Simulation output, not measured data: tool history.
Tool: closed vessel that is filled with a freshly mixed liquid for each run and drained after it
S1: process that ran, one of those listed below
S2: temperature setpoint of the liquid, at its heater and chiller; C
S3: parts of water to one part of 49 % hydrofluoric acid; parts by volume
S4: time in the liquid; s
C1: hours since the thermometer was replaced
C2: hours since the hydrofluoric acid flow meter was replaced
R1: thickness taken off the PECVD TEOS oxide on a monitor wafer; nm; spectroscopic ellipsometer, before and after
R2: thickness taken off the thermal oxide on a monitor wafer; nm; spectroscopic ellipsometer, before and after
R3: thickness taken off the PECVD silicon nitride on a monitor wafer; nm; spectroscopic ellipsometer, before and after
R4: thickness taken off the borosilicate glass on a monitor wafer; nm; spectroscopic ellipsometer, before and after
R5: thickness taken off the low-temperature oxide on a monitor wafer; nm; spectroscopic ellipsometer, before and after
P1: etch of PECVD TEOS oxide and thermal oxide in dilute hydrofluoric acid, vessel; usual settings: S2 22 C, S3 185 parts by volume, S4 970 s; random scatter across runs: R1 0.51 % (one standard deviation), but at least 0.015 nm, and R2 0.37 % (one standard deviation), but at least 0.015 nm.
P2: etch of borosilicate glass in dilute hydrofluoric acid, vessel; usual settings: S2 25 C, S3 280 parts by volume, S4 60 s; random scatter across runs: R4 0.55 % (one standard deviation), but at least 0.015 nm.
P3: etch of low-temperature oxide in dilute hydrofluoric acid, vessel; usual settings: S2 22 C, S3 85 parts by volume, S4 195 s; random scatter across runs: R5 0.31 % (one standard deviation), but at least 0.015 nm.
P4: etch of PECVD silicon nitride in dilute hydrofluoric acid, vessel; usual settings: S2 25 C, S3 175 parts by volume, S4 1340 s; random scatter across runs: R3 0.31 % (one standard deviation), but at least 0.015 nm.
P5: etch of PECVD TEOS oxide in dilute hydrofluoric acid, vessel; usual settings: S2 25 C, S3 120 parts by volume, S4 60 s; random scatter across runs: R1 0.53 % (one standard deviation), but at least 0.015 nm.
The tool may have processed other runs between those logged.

run,hour,S1,S2,S3,S4,C1,C2,R1,R2,R3,R4,R5
1,10.3,P1,22,185,970,700.4,1015.5,46.709,22.067,,,
2,20.6,P1,22,185,970,710.7,1025.8,46.761,22.166,,,
3,27.9,P1,22,185,1835,718,1033.1,88.591,41.852,,,
4,39.5,P4,25,175,1340,729.6,1044.7,,,18.135,,
5,51.2,P1,22,285,970,741.3,1056.4,27.573,13.066,,,
6,57.8,P4,25,175,1340,747.9,1063,,,18.211,,
7,64.5,P5,32.5,120,60,754.6,1069.7,7.603,,,,
8,72.7,P5,25,120,60,762.8,1077.9,5.6635,,,,
9,85.8,P2,25,120,60,775.9,1091,,,,14.276,
10,98.8,P5,25,120,30,788.9,1104,2.8494,,,,
11,104.9,P3,22,130,195,795,1110.1,,,,,29.85
12,117.5,P1,22,185,970,807.6,1122.7,46.714,22.18,,,
13,126.1,P1,18.5,185,970,816.2,1131.3,40.615,19.336,,,
14,133,P1,17,100,970,823.1,1138.2,77.385,36.767,,,
15,141.2,P3,22,85,350,831.3,1146.4,,,,,86.653
16,149.7,P4,33,175,1340,839.8,1154.9,,,29.653,,
17,156.2,P1,17,185,1835,846.3,1161.4,72.584,34.583,,,
18,169.6,P1,22,110,970,859.7,1174.8,85.645,40.348,,,
19,177.8,P5,25,60,60,867.9,1183,12.379,,,,
20,186.5,P3,22,85,195,876.6,1191.7,,,,,48.561
21,195.9,P1,22,60,1360,886,1201.1,231.97,110.64,,,
22,208.9,P2,25,280,30,899,1214.1,,,,2.5699,
23,216.1,P1,22,185,970,906.2,1221.3,46.568,22.163,,,
24,225.4,P5,25,120,60,915.5,1230.6,5.6749,,,,
25,236.1,P2,25,280,60,926.2,1241.3,,,,5.1163,
26,247.3,P4,25,95,1340,937.4,1252.5,,,33.299,,
# hour 254.2: hydrofluoric acid flow meter replaced
27,257.6,P1,30,185,970,947.7,3.5,62.653,29.938,,,
28,269,P1,22,185,970,959.1,14.9,46.595,22.385,,,
29,279.9,P3,28,85,195,970,25.8,,,,,61.476
30,288.4,P4,25,175,240,978.5,34.3,,,3.2504,,
31,297.2,P1,22,185,970,987.3,43.1,46.437,22.152,,,
32,303.6,P1,22,185,105,993.7,49.5,5.0897,2.3916,,,
33,311.2,P2,17,280,60,1001.3,57.1,,,,3.8287,
34,320.5,P1,22,185,970,1010.6,66.4,46.767,22.055,,,
35,334.1,P1,22,185,970,1024.2,80,44.996,21.6,,,
36,346.9,P1,22,185,970,1037,92.8,44.433,21.199,,,
37,353.3,P1,22,185,970,1043.4,99.2,44.161,20.891,,,
38,359.4,P1,22,185,970,1049.5,105.3,43.852,21.106,,,
39,370,P1,22,185,970,1060.1,115.9,43.464,20.666,,,
40,377.8,P1,22,185,970,1067.9,123.7,43.606,20.766,,,
41,389.9,P1,22,185,970,1080,135.8,43.656,20.728,,,
42,402.6,P1,22,185,970,1092.7,148.5,43.094,20.782,,,
43,412.8,P1,22,185,970,1102.9,158.7,43.223,20.671,,,
44,426.1,P1,22,185,970,1116.2,172,43.344,20.593,,,
45,433.1,P1,22,185,970,1123.2,179,43.313,20.51,,,

The log shows P1 creeping away from where it was. Any of the 2 causes listed here, at the size stated for it, fits the log just as well as the others:
A: hydrofluoric acid flow below the setpoint (%) = 6.05
B: liquid colder than its thermometer reads (K) = 1.95
The drift started at roughly hour 320.5.

Each of the 4 check runs below uses one wafer; its results are left as question marks. Which run tells the causes apart?
check 1,440.1,P3,22,115,280,,,,,,,?
check 2,440.1,P5,31.5,65,60,,,?,,,,
check 3,440.1,P2,17,280,60,,,,,,?,
check 4,440.1,P4,28,175,660,,,,,?,,

If the cause were each of the candidates in turn, the checks would give the following:
check,result,if A,if B
check 1,R5,46.138,45.785
check 2,R1,13.562,13.479
check 3,R4,3.528,3.5355
check 4,R3,10.146,9.5716
Separation of the two closest causes in each check, using whichever result separates them best: check 1 0.77 %; check 2 0.62 %; check 3 0.21 %; check 4 5.82 %
Check 4 distinguishes between the causes, while the remaining checks would return nearly the same result for all of them.

Check 4 has now been run. It gave: R3 10.159 nm. Which of the candidate causes is it?

It was cause A: hydrofluoric acid flow below the setpoint (%).
